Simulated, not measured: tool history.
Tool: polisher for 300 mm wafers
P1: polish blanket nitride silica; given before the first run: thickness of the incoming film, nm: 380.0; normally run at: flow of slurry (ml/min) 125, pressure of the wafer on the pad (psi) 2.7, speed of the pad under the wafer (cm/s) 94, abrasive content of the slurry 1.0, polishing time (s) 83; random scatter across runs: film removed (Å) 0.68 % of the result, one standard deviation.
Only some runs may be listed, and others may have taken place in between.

run   hour  flow of slurry (ml/min)  pressure of the wafer on the pad (psi)  speed of the pad under the wafer (cm/s)  abrasive content of the slurry  polishing time (s)  wafers polished on this pad  hours since the slurry nozzle was cleaned  hours since the head pressure was calibrated  hours since the slurry blender was calibrated  hours since the conditioning disc was replaced  film removed (Å)
  1    5.4                      125                                     2.7                                       94                             1.0                  83                          177                                      554.6                                         548.0                                          231.7                                           110.4            419.67
  2   10.3                      200                                     2.7                                       94                             1.0                  83                          228                                      559.5                                         552.9                                          236.6                                           115.3            456.56
  3   16.3                       75                                     2.7                                       50                             1.0                  83                          290                                      565.5                                         558.9                                          242.6                                           121.3            222.81
  4   20.3                       75                                     3.9                                       94                             1.0                  83                          332                                      569.5                                         562.9                                          246.6                                           125.3            531.62
  5   24.3                      125                                     1.5                                       94                             1.0                  83                          374                                      573.5                                         566.9                                          250.6                                           129.3            235.66
  6   29.3                      125                                     2.7                                       94                             1.0                  83                          426                                      578.5                                         571.9                                          255.6                                           134.3            419.78
  7   33.1                      125                                     2.7                                       94                             1.0                  83                          466                                      582.3                                         575.7                                          259.4                                           138.1            422.90
  8   37.0                      125                                     2.7                                       94                             1.0                  83                          507                                      586.2                                         579.6                                          263.3                                           142.0            419.96
  9   41.2                      125                                     4.2                                       94                             1.0                  83                          551                                      590.4                                         583.8                                          267.5                                           146.2            656.85
 10   46.0                      125                                     2.7                                       64                             1.0                  83                          601                                      595.2                                         588.6                                          272.3                                           151.0            308.69
 11   49.1                      125                                     2.7                                       94                             1.3                 125                          633                                      598.3                                         591.7                                          275.4                                           154.1            713.29
 12   52.9                      125                                     2.7                                      128                             1.0                  83                          673                                      602.1                                         595.5                                          279.2                                           157.9            535.94
 13   56.4                      125                                     2.7                                       94                             1.0                 124                          709                                      605.6                                         599.0                                          282.7                                           161.4            625.45
 14   60.7                      125                                     2.7                                       94                             0.6                  83                          754                                      609.9                                         603.3                                          287.0                                           165.7            326.06
 15   65.7                      125                                     2.7                                       94                             1.0                  83                          807                                      614.9                                         608.3                                          292.0                                           170.7            426.02
 16   71.9                       75                                     2.7                                       94                             1.0                  83                          871                                      621.1                                         614.5                                          298.2                                           176.9            372.12
      75.3  -- slurry blender recalibrated
 17   76.3                      125                                     2.7                                       94                             1.0                  62                          917                                      625.5                                         618.9                                            1.1                                           181.3            315.00
 18   82.0                      125                                     2.7                                       94                             1.5                  83                          977                                      631.2                                         624.6                                            6.8                                           187.0            497.91
 19   85.9                      125                                     2.7                                       94                             1.0                  83                         1018                                      635.1                                         628.5                                           10.7                                           190.9            420.14
 20   88.9                      125                                     2.7                                       94                             1.0                  83                         1049                                      638.1                                         631.5                                           13.7                                           193.9            403.58
 21   92.2                      125                                     2.7                                       94                             1.0                  83                         1083                                      641.4                                         634.8                                           17.0                                           197.2            386.83
      95.6  -- slurry nozzle cleaned
 22   97.2                      125                                     2.7                                       94                             1.0                  83                         1136                                        1.6                                         639.8                                           22.0                                           202.2            375.67
 23  100.8                      125                                     2.7                                       94                             1.0                  83                         1173                                        5.2                                         643.4                                           25.6                                           205.8            371.03
     101.5  -- head pressure recalibrated
     103.1  -- conditioning disc replaced and pad reconditioned
 24  106.6                      125                                     2.7                                       94                             1.0                  83                         1234                                       11.0                                           5.1                                           31.4                                             3.5            365.05
 25  109.8                      125                                     2.7                                       94                             1.0                  83                         1267                                       14.2                                           8.3                                           34.6                                             6.7            367.94
 26  113.3                      125                                     2.7                                       94                             1.0                  83                         1304                                       17.7                                          11.8                                           38.1                                            10.2            366.56

Compared with where it was, what P1 gives has crept away. Each cause listed below fits the log as well as the rest, at the size given for it:
A: removal rate lost through wear of the pad, % = 13.6
B: abrasive missing from the slurry, % = 25.8
At approximately hour 85.9, the process output began to creep.
The rest of the possible causes, and what rules out each one:
slurry flow missing at the pad, %: serviced at hour 95.6, after the change had begun; the process did not return to its earlier output
head's pressure below its setpoint, %: serviced at hour 101.5, after the change had begun; the process did not return to its earlier output
time polished since the conditioner stopped cutting, s: serviced at hour 103.1, after the change had begun; the process did not return to its earlier output

Which of the 4 check runs listed below, each an average over 5 wafers with its results shown as question marks, gives clearly different results under the different listed causes?
check 1  116.8                      190                                     1.6                                       94                            1.00                  83                                                                                                                                                                                                                                      ?
check 2  116.8                       75                                     2.7                                      114                            1.00                  83                                                                                                                                                                                                                                      ?
check 3  116.8                      125                                     2.7                                       94                            0.75                  83                                                                                                                                                                                                                                      ?
check 4  116.8                      195                                     3.9                                       94                            1.00                  83                                                                                                                                                                                                                                      ?

What each check would give under each cause:
  check            result    if A    if B
check 1  film removed (Å)  231.87  231.74
check 2  film removed (Å)  373.18  372.97
check 3  film removed (Å)  316.66  309.81
check 4  film removed (Å)  567.19  566.88
Distance between the nearest two causes, measured in the result of the check that separates them most: check 1 0.06 %; check 2 0.06 %; check 3 2.19 %; check 4 0.06 %
The causes can be told apart only by check 3. The other checks would give nearly the same results under each of them.

Check 3 was carried out, with these results: film removed (Å) 310.43. Which of the listed causes is responsible?

It was cause B: abrasive missing from the slurry, %.

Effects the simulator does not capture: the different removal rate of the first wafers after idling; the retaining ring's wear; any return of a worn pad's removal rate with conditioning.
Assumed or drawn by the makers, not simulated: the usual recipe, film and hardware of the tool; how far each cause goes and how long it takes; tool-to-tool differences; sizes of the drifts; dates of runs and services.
